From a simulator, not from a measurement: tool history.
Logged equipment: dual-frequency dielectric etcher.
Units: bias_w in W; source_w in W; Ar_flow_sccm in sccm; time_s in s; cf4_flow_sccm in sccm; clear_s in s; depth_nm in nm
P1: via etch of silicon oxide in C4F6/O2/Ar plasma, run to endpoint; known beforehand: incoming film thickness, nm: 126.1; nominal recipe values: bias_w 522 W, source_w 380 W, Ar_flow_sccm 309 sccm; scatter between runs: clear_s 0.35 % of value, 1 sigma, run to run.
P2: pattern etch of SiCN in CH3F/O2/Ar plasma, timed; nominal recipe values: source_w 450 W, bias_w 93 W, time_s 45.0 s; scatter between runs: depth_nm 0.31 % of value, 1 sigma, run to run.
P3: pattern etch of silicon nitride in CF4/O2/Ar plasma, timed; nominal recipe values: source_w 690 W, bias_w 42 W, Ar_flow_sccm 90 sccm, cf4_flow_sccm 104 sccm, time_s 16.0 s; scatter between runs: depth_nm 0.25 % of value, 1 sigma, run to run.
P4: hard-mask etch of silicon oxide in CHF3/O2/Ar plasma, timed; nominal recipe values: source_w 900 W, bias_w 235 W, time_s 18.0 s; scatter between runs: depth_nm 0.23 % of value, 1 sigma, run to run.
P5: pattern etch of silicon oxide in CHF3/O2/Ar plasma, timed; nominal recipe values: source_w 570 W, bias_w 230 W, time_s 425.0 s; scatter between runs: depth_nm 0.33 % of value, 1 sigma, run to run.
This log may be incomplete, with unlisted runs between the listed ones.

| run | hour | process | bias_w | source_w | Ar_flow_sccm | time_s | cf4_flow_sccm | hours since the last wet clean | hours since the last bias power generator calibration | hours since the last source power generator calibration | hours since the last Ar flow controller change | clear_s | depth_nm |
|---|---|---|---|---|---|---|---|---|---|---|---|---|---|
| 1 | 9.6 | P1 | 522 | 380 | 309 |  |  | 347.9 | 764.1 | 1559.6 | 1435.2 | 29.017 |  |
| 2 | 14.9 | P5 | 230 | 570 |  | 425.0 |  | 353.2 | 769.4 | 1564.9 | 1440.5 |  | 903.910 |
| 3 | 20.0 | P4 | 170 | 900 |  | 18.0 |  | 358.3 | 774.5 | 1570.0 | 1445.6 |  | 40.239 |
| 4 | 29.3 | P1 | 522 | 380 | 309 |  |  | 367.6 | 783.8 | 1579.3 | 1454.9 | 28.892 |  |
|  | 30.5 | wet clean of the chamber |
| 5 | 37.7 | P5 | 284 | 570 |  | 425.0 |  | 7.3 | 792.2 | 1587.7 | 1463.3 |  | 978.000 |
| 6 | 42.6 | P5 | 230 | 750 |  | 425.0 |  | 12.2 | 797.1 | 1592.6 | 1468.2 |  | 1001.200 |
| 7 | 50.3 | P1 | 373 | 380 | 309 |  |  | 19.9 | 804.8 | 1600.3 | 1475.9 | 32.631 |  |
| 8 | 55.6 | P3 | 42 | 690 | 90 | 16.0 | 104 | 25.2 | 810.1 | 1605.6 | 1481.2 |  | 38.872 |
| 9 | 60.1 | P3 | 42 | 690 | 90 | 16.0 | 70 | 29.7 | 814.6 | 1610.1 | 1485.7 |  | 36.701 |
| 10 | 67.0 | P1 | 522 | 380 | 431 |  |  | 36.6 | 821.5 | 1617.0 | 1492.6 | 29.780 |  |
| 11 | 72.5 | P2 | 93 | 450 |  | 45.0 |  | 42.1 | 827.0 | 1622.5 | 1498.1 |  | 19.771 |
| 12 | 81.7 | P1 | 522 | 550 | 309 |  |  | 51.3 | 836.2 | 1631.7 | 1507.3 | 24.938 |  |
| 13 | 91.6 | P4 | 235 | 900 |  | 23.0 |  | 61.2 | 846.1 | 1641.6 | 1517.2 |  | 57.413 |
| 14 | 99.3 | P3 | 26 | 690 | 90 | 16.0 | 104 | 68.9 | 853.8 | 1649.3 | 1524.9 |  | 33.194 |
| 15 | 106.3 | P5 | 230 | 570 |  | 304.5 |  | 75.9 | 860.8 | 1656.3 | 1531.9 |  | 646.230 |
| 16 | 111.2 | P1 | 522 | 380 | 309 |  |  | 80.8 | 865.7 | 1661.2 | 1536.8 | 28.596 |  |
| 17 | 117.8 | P3 | 42 | 690 | 108 | 16.0 | 104 | 87.4 | 872.3 | 1667.8 | 1543.4 |  | 37.734 |
| 18 | 122.5 | P1 | 522 | 380 | 199 |  |  | 92.1 | 877.0 | 1672.5 | 1548.1 | 27.503 |  |
| 19 | 127.2 | P2 | 93 | 560 |  | 45.0 |  | 96.8 | 881.7 | 1677.2 | 1552.8 |  | 21.694 |
| 20 | 135.9 | P4 | 235 | 900 |  | 18.0 |  | 105.5 | 890.4 | 1685.9 | 1561.5 |  | 44.982 |
| 21 | 145.7 | P4 | 235 | 1220 |  | 18.0 |  | 115.3 | 900.2 | 1695.7 | 1571.3 |  | 50.385 |
| 22 | 154.6 | P1 | 522 | 510 | 190 |  |  | 124.2 | 909.1 | 1704.6 | 1580.2 | 24.463 |  |
| 23 | 160.4 | P1 | 522 | 220 | 309 |  |  | 130.0 | 914.9 | 1710.4 | 1586.0 | 35.074 |  |
| 24 | 168.0 | P1 | 522 | 380 | 309 |  |  | 137.6 | 922.5 | 1718.0 | 1593.6 | 28.734 |  |
| 25 | 177.0 | P3 | 42 | 420 | 90 | 16.0 | 104 | 146.6 | 931.5 | 1727.0 | 1602.6 |  | 25.012 |
| 26 | 185.9 | P2 | 63 | 450 |  | 45.0 |  | 155.5 | 940.4 | 1735.9 | 1611.5 |  | 17.405 |
| 27 | 191.7 | P2 | 93 | 450 |  | 57.0 |  | 161.3 | 946.2 | 1741.7 | 1617.3 |  | 25.132 |
| 28 | 199.8 | P1 | 522 | 380 | 309 |  |  | 169.4 | 954.3 | 1749.8 | 1625.4 | 28.880 |  |
| 29 | 205.5 | P3 | 42 | 690 | 90 | 16.0 | 104 | 175.1 | 960.0 | 1755.5 | 1631.1 |  | 38.738 |
| 30 | 214.2 | P3 | 42 | 690 | 90 | 9.0 | 104 | 183.8 | 968.7 | 1764.2 | 1639.8 |  | 21.794 |
| 31 | 218.6 | P1 | 628 | 380 | 309 |  |  | 188.2 | 973.1 | 1768.6 | 1644.2 | 26.854 |  |
| 32 | 225.6 | P5 | 230 | 570 |  | 425.0 |  | 195.2 | 980.1 | 1775.6 | 1651.2 |  | 910.180 |
| 33 | 230.2 | P1 | 522 | 380 | 309 |  |  | 199.8 | 984.7 | 1780.2 | 1655.8 | 28.856 |  |
| 34 | 239.6 | P1 | 522 | 380 | 309 |  |  | 209.2 | 994.1 | 1789.6 | 1665.2 | 29.191 |  |
| 35 | 248.2 | P1 | 522 | 380 | 309 |  |  | 217.8 | 1002.7 | 1798.2 | 1673.8 | 29.263 |  |
| 36 | 256.7 | P1 | 522 | 380 | 309 |  |  | 226.3 | 1011.2 | 1806.7 | 1682.3 | 29.302 |  |
| 37 | 264.8 | P1 | 522 | 380 | 309 |  |  | 234.4 | 1019.3 | 1814.8 | 1690.4 | 29.128 |  |
| 38 | 271.8 | P1 | 522 | 380 | 309 |  |  | 241.4 | 1026.3 | 1821.8 | 1697.4 | 29.422 |  |
|  | 279.8 | wet clean of the chamber |
| 39 | 281.2 | P1 | 522 | 380 | 309 |  |  | 1.4 | 1035.7 | 1831.2 | 1706.8 | 29.323 |  |
| 40 | 290.7 | P1 | 522 | 380 | 309 |  |  | 10.9 | 1045.2 | 1840.7 | 1716.3 | 29.485 |  |
| 41 | 299.3 | P1 | 522 | 380 | 309 |  |  | 19.5 | 1053.8 | 1849.3 | 1724.9 | 29.080 |  |
| 42 | 305.0 | P1 | 522 | 380 | 309 |  |  | 25.2 | 1059.5 | 1855.0 | 1730.6 | 29.249 |  |

Compared with where it was, what P1 gives has crept away. Each cause listed below fits the log as well as the rest, at the size given for it:
A: bias power that arrives under what is set, % = 4.59
B: source power that arrives under what is set, % = 4.69
Onset of the creep was near hour 230.2.
All other causes, with the reason each is excluded:
chamber walls in a state that lowers the etch rate, %: serviced at hour 279.8, after the change had begun; the process did not return to its earlier output
Ar flow that arrives over what is set, %: at most 8, which would move clear_s by +0.9 %: too little, or the wrong way

4 check runs are offered, one wafer each, their results left as question marks. Which one tells the causes apart?
| check 1 | 310.7 | P5 | 230 | 670 |  | 425.0 |  |  |  |  |  |  | ? |
| check 2 | 310.7 | P2 | 67 | 450 |  | 45.0 |  |  |  |  |  |  | ? |
| check 3 | 310.7 | P4 | 235 | 1120 |  | 18.0 |  |  |  |  |  |  | ? |
| check 4 | 310.7 | P3 | 27 | 440 | 90 | 16.0 | 104 |  |  |  |  |  | ? |

Check results expected under each cause:
| check | result | if A | if B |
|---|---|---|---|
| check 1 | depth_nm | 946.970 | 945.280 |
| check 2 | depth_nm | 17.391 | 17.355 |
| check 3 | depth_nm | 48.041 | 47.924 |
| check 4 | depth_nm | 22.146 | 21.537 |
Separation of the two closest causes in each check, using whichever result separates them best: check 1 0.18 %; check 2 0.21 %; check 3 0.24 %; check 4 2.79 %
The causes can be told apart only by check 4. The other checks would give nearly the same results under each of them.

Running check 4 produced the following: depth_nm 21.587 nm. Which one of the listed causes fits?

It is B: source power that arrives under what is set, %.

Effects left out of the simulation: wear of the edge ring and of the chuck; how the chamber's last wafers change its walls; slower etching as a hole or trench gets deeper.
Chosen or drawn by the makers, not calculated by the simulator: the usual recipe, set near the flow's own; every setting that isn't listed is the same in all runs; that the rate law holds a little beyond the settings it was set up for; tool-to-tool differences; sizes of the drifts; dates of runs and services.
